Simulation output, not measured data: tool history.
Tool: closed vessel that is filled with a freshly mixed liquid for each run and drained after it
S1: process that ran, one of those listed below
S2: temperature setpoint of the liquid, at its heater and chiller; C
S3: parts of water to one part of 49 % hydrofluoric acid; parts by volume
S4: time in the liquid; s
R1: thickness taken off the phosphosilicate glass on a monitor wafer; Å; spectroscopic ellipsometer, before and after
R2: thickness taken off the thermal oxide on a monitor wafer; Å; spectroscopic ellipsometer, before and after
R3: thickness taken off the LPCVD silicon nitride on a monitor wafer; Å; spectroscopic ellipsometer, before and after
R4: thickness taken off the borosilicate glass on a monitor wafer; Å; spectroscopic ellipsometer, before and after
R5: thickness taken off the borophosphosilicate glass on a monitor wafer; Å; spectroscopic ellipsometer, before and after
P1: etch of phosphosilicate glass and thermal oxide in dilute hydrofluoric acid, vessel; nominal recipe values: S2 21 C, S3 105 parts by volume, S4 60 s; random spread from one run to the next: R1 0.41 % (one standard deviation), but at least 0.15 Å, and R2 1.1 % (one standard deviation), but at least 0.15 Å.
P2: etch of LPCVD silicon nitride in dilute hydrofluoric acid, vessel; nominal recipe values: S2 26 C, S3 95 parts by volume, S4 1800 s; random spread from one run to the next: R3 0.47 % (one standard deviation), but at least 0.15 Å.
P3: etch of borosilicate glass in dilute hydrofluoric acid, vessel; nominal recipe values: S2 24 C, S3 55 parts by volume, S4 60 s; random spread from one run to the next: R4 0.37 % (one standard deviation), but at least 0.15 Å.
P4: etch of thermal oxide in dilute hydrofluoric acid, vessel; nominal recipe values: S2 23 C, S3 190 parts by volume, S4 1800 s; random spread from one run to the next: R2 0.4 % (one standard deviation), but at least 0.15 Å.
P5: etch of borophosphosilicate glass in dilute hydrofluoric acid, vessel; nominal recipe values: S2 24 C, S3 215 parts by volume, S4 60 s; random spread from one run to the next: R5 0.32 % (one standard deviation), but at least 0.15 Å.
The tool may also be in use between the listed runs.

run 1 hour=5.9 | S1=P1 S2=21 S3=105 S4=60 | R1=309.72 R2=25.065
run 2 hour=11.8 | S1=P2 S2=18 S3=95 S4=1800 | R3=62.941
run 3 hour=15.4 | S1=P1 S2=21 S3=180 S4=60 | R1=165.72 R2=13.082
run 4 hour=19.8 | S1=P1 S2=21 S3=105 S4=60 | R1=309.09 R2=24.873
run 5 hour=25.1 | S1=P3 S2=24 S3=85 S4=60 | R4=178.29
run 6 hour=29.4 | S1=P2 S2=26 S3=95 S4=1800 | R3=108.12
run 7 hour=35.3 | S1=P1 S2=21 S3=105 S4=60 | R1=310.64 R2=24.688
run 8 hour=40.6 | S1=P4 S2=23 S3=190 S4=1800 | R2=373.82
run 9 hour=43.2 | S1=P1 S2=21 S3=105 S4=30 | R1=153.88 R2=12.3
run 10 hour=47.1 | S1=P5 S2=24 S3=215 S4=60 | R5=103.98
run 11 hour=49.9 | S1=P1 S2=21 S3=105 S4=110 | R1=563.53 R2=45.323
run 12 hour=54.8 | S1=P4 S2=17.5 S3=190 S4=1800 | R2=303.02
run 13 hour=59.9 | S1=P1 S2=21 S3=105 S4=60 | R1=307.65 R2=24.561
run 14 hour=64.6 | S1=P4 S2=23 S3=190 S4=1800 | R2=372.42
run 15 hour=69.1 | S1=P3 S2=24 S3=55 S4=105 | R4=502.06
run 16 hour=72.5 | S1=P1 S2=21 S3=155 S4=100 | R1=332.58 R2=26.574
run 17 hour=75.6 | S1=P3 S2=32 S3=55 S4=60 | R4=393.45
run 18 hour=80.3 | S1=P1 S2=21 S3=105 S4=60 | R1=307.1 R2=24.485
run 19 hour=85.6 | S1=P3 S2=24 S3=55 S4=60 | R4=285.57
run 20 hour=91.6 | S1=P5 S2=24 S3=215 S4=30 | R5=52.104
run 21 hour=95.6 | S1=P5 S2=17 S3=215 S4=60 | R5=79.57
run 22 hour=100.9 | S1=P4 S2=23 S3=30 S4=1800 | R2=2857.7
run 23 hour=106.3 | S1=P1 S2=21 S3=175 S4=85 | R1=242.18 R2=19.183
run 24 hour=110.1 | S1=P1 S2=28 S3=105 S4=60 | R1=406.24 R2=32.965
run 25 hour=115.1 | S1=P2 S2=26 S3=95 S4=3465 | R3=208.68
run 26 hour=119.3 | S1=P1 S2=21 S3=105 S4=60 | R1=308.26 R2=25.082
run 27 hour=122.6 | S1=P1 S2=27.5 S3=105 S4=30 | R1=199.55 R2=15.794
run 28 hour=127.8 | S1=P5 S2=24 S3=110 S4=60 | R5=228.16
run 29 hour=132.2 | S1=P2 S2=26 S3=40 S4=1800 | R3=256.4
run 30 hour=135.1 | S1=P1 S2=17 S3=105 S4=60 | R1=260.95 R2=21.354
run 31 hour=140 | S1=P1 S2=21 S3=65 S4=60 | R1=518.5 R2=42.667
run 32 hour=145.8 | S1=P4 S2=23 S3=190 S4=2930 | R2=605.66
run 33 hour=148.8 | S1=P1 S2=21 S3=105 S4=60 | R1=310.09 R2=24.413
run 34 hour=152 | S1=P1 S2=21 S3=105 S4=60 | R1=306.99 R2=24.85
run 35 hour=156.3 | S1=P1 S2=21 S3=105 S4=60 | R1=299.03 R2=24.339
run 36 hour=159.3 | S1=P1 S2=21 S3=105 S4=60 | R1=296.23 R2=23.605
run 37 hour=163.8 | S1=P1 S2=21 S3=105 S4=60 | R1=292.51 R2=23.124
run 38 hour=167.4 | S1=P1 S2=21 S3=105 S4=60 | R1=290.56 R2=23.707
run 39 hour=171 | S1=P1 S2=21 S3=105 S4=60 | R1=287.3 R2=23.032
run 40 hour=175 | S1=P1 S2=21 S3=105 S4=60 | R1=286.75 R2=23.545
run 41 hour=178.5 | S1=P1 S2=21 S3=105 S4=60 | R1=288.35 R2=22.613
run 42 hour=181.9 | S1=P1 S2=21 S3=105 S4=60 | R1=287.06 R2=23.201
run 43 hour=187.4 | S1=P1 S2=21 S3=105 S4=60 | R1=286.39 R2=23.107

Compared with where it was, what P1 gives has crept away. Each cause listed below fits the log as well as the rest, at the size given for it:
A: liquid colder than its thermometer reads (K) = 1.8
B: hydrofluoric acid flow below the setpoint (%) = 6.32
The gradual shift began around hour 152.

Consider the 4 single-wafer check runs listed below, results given as question marks: which one distinguishes between the causes by giving clearly different results for each?
run check 1 hour=192.9 | S1=P2 S2=18 S3=95 S4=3165 | R3=?
run check 2 hour=192.9 | S1=P4 S2=19 S3=45 S4=1800 | R2=?
run check 3 hour=192.9 | S1=P5 S2=18.5 S3=150 S4=60 | R5=?
run check 4 hour=192.9 | S1=P3 S2=31 S3=85 S4=60 | R4=?

What each check would give under each cause:
check=check_1 result=R3 if_A=97.936 if_B=104.23
check=check_2 result=R2 if_A=1461.4 if_B=1474.5
check=check_3 result=R5 if_A=119.45 if_B=119.21
check=check_4 result=R4 if_A=218.56 if_B=217.39
Smallest distance between any two causes, each pair judged by its most separating result, in per cent: check 1 6.23 %; check 2 0.89 %; check 3 0.2 %; check 4 0.54 %
The other checks would show nearly matching results whichever cause is true, so check 1 is the only one that separates the causes.

Running check 1 produced the following: R3 97.854 Å. Which one of the listed causes fits?

The correct cause is A, namely: liquid colder than its thermometer reads (K).
